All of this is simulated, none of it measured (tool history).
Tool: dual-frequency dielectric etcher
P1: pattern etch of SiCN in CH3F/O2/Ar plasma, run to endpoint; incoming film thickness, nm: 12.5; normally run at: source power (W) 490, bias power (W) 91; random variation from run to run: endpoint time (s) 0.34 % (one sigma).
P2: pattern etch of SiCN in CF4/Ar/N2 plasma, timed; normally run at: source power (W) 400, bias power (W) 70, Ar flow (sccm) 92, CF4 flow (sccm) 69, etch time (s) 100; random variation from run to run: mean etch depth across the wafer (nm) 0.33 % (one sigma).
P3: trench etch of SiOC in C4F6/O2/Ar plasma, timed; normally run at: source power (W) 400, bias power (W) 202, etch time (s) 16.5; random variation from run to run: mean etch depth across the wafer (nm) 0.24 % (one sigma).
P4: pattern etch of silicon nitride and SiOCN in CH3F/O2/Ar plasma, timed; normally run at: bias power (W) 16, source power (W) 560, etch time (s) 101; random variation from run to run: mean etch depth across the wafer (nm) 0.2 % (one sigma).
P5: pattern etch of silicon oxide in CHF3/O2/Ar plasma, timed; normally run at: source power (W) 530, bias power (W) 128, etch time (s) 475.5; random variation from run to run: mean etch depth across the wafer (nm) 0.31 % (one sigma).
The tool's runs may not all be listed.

| run | hour | process that ran | source power (W) | bias power (W) | etch time (s) | Ar flow (sccm) | CF4 flow (sccm) | hours since the last wet clean | hours since the last source power generator calibration | hours since the last bias power generator calibration | endpoint time (s) | mean etch depth across the wafer (nm) |
|---|---|---|---|---|---|---|---|---|---|---|---|---|
| 1 | 13.1 | P1 | 490 | 91 |  |  |  | 227.6 | 562.7 | 581.4 | 28.587 |  |
| 2 | 22.1 | P5 | 640 | 128 | 475.5 |  |  | 236.6 | 571.7 | 590.4 |  | 874.57 |
| 3 | 34 | P1 | 310 | 91 |  |  |  | 248.5 | 583.6 | 602.3 | 33.809 |  |
| 4 | 43.9 | P4 | 560 | 22 | 101 |  |  | 258.4 | 593.5 | 612.2 |  | 16.011 |
| 5 | 59.1 | P2 | 400 | 70 | 100 | 92 | 49 | 273.6 | 608.7 | 627.4 |  | 74.951 |
| 6 | 77.6 | P5 | 530 | 128 | 308 |  |  | 292.1 | 627.2 | 645.9 |  | 528.71 |
| 7 | 88.1 | P5 | 530 | 128 | 475.5 |  |  | 302.6 | 637.7 | 656.4 |  | 807.81 |
| 8 | 105.7 | P2 | 400 | 70 | 121.5 | 92 | 69 | 320.2 | 655.3 | 674 |  | 96.441 |
| 9 | 122.3 | P4 | 560 | 16 | 101 |  |  | 336.8 | 671.9 | 690.6 |  | 14.086 |
| 10 | 130.7 | P4 | 330 | 16 | 101 |  |  | 345.2 | 680.3 | 699 |  | 11.702 |
| 11 | 148.9 | P1 | 370 | 117 |  |  |  | 363.4 | 698.5 | 717.2 | 28.983 |  |
| 12 | 161.6 | P4 | 560 | 16 | 78.5 |  |  | 376.1 | 711.2 | 729.9 |  | 10.953 |
| 13 | 175.6 | P1 | 390 | 113 |  |  |  | 390.1 | 725.2 | 743.9 | 28.728 |  |
| 14 | 191.4 | P2 | 320 | 70 | 100 | 92 | 69 | 405.9 | 741 | 759.7 |  | 65.252 |
| 15 | 205.6 | P3 | 400 | 202 | 22 |  |  | 420.1 | 755.2 | 773.9 |  | 47.208 |
| 16 | 217.7 | P5 | 530 | 97 | 475.5 |  |  | 432.2 | 767.3 | 786 |  | 740.23 |
| 17 | 235.9 | P1 | 490 | 63 |  |  |  | 450.4 | 785.5 | 804.2 | 32.502 |  |
| 18 | 247.5 | P1 | 490 | 91 |  |  |  | 462 | 797.1 | 815.8 | 28.686 |  |
| 19 | 264 | P1 | 490 | 91 |  |  |  | 478.5 | 813.6 | 832.3 | 28.543 |  |
| 20 | 280.6 | P3 | 400 | 202 | 16.5 |  |  | 495.1 | 830.2 | 848.9 |  | 35.401 |
| 21 | 298.5 | P1 | 490 | 91 |  |  |  | 513 | 848.1 | 866.8 | 28.576 |  |
| 22 | 314.2 | P1 | 400 | 107 |  |  |  | 528.7 | 863.8 | 882.5 | 28.99 |  |
|  | 317.8 | wet clean of the chamber |
| 23 | 331 | P2 | 400 | 70 | 100 | 92 | 69 | 13.3 | 880.6 | 899.3 |  | 79.272 |
| 24 | 349.6 | P2 | 400 | 70 | 100 | 56 | 69 | 31.9 | 899.2 | 917.9 |  | 84.667 |
| 25 | 366.1 | P3 | 400 | 150 | 16.5 |  |  | 48.4 | 915.7 | 934.4 |  | 32.242 |
| 26 | 376.8 | P1 | 650 | 91 |  |  |  | 59.1 | 926.4 | 945.1 | 25.585 |  |
| 27 | 394.9 | P5 | 530 | 128 | 475.5 |  |  | 77.2 | 944.5 | 963.2 |  | 812.39 |
| 28 | 414 | P2 | 400 | 48 | 100 | 92 | 69 | 96.3 | 963.6 | 982.3 |  | 70.357 |
| 29 | 429.3 | P1 | 490 | 91 |  |  |  | 111.6 | 978.9 | 997.6 | 28.53 |  |
| 30 | 439 | P1 | 490 | 121 |  |  |  | 121.3 | 988.6 | 1007.3 | 25.583 |  |
| 31 | 448 | P3 | 490 | 202 | 16.5 |  |  | 130.3 | 997.6 | 1016.3 |  | 38.237 |
| 32 | 461.9 | P1 | 490 | 91 |  |  |  | 144.2 | 1011.5 | 1030.2 | 28.707 |  |
| 33 | 474.6 | P1 | 490 | 91 |  |  |  | 156.9 | 1024.2 | 1042.9 | 28.462 |  |

Forecast run 34:
| 34 | 491.9 | P1 | 490 | 91 |  |  |  | 174.2 | 1041.5 | 1060.2 | ? |  |

Run 34 gave endpoint time (s) 28.901.

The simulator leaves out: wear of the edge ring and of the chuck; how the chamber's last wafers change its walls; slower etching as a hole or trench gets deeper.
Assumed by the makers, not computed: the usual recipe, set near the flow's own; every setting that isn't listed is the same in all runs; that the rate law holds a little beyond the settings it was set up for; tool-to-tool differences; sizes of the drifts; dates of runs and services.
